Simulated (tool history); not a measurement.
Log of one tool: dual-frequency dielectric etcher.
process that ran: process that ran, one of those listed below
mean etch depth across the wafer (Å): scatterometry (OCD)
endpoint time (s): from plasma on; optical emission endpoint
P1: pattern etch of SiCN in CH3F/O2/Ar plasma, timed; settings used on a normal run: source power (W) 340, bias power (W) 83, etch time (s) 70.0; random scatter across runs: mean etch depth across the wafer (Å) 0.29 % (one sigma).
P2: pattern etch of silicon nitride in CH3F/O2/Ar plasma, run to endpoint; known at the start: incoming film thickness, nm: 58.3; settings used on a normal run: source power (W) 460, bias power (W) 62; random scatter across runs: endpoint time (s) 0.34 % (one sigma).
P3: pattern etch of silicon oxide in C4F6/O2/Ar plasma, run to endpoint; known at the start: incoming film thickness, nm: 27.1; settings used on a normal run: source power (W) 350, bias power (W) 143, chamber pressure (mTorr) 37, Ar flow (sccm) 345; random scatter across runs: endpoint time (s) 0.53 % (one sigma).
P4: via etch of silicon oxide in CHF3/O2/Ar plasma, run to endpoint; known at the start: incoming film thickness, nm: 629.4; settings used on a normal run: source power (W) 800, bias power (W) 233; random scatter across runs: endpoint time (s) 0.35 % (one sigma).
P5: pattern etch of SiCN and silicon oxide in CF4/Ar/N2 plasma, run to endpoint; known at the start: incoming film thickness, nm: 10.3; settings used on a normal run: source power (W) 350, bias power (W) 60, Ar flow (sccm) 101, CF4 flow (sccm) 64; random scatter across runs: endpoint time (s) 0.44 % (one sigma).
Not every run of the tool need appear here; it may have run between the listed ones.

run  hour  process that ran  source power (W)  bias power (W)  etch time (s)  chamber pressure (mTorr)  Ar flow (sccm)  CF4 flow (sccm)  mean etch depth across the wafer (Å)  endpoint time (s)
  1   4.0                P1               340              83           70.0                                                                                           258.98
  2   8.5                P2               300              62                                                                                                                            98.9360
  3  12.9                P2               460              62                                                                                                                            83.7920
  4  16.4                P1               340              83           70.0                                                                                           258.47
  5  20.7                P1               460              56           70.0                                                                                           251.91
  6  22.9                P4               800             233                                                                                                                           258.3700
  7  25.8                P3               350             143                                       37             474                                                                   10.6070
  8  28.8                P5               350              60                                                       60               64                                                  14.6390
  9  32.5                P3               350             143                                       37             345                                                                   10.2400
 10  35.0                P1               340              51           46.0                                                                                           142.82
 11  37.3                P1               340              83           70.0                                                                                           258.00
 12  39.9                P5               350              60                                                      101               80                                                  15.3650
 13  43.1                P3               210             143                                       37             345                                                                   12.7010
 14  46.7                P5               350              74                                                      101               64                                                  14.7790
 15  51.1                P1               340              83           38.5                                                                                           142.18
 16  55.6                P1               460              83           70.0                                                                                           290.51
 17  60.1                P4               800             308                                                                                                                           235.1600
 18  64.0                P5               350              60                                                      101               64                                                  15.8960
 19  67.8                P1               340             108           70.0                                                                                           285.21
 20  70.4                P3               350             194                                       37             345                                                                    9.3220
 21  72.7                P4               950             233                                                                                                                           241.2000
 22  76.7                P5               350              60                                                      101               64                                                  15.9040
 23  79.2                P1               270             117           70.0                                                                                           269.96
 24  81.6                P1               340              83           88.5                                                                                           327.28
     84.3  -- wet clean of the chamber
 25  85.0                P3               350             143                                       27             345                                                                    9.9253

What does the tool deliver on the next run?
 26  88.5                P1               340              83           70.0                                                                                                ?

{"run 26": {"mean etch depth across the wafer (Å)": 258.37}}

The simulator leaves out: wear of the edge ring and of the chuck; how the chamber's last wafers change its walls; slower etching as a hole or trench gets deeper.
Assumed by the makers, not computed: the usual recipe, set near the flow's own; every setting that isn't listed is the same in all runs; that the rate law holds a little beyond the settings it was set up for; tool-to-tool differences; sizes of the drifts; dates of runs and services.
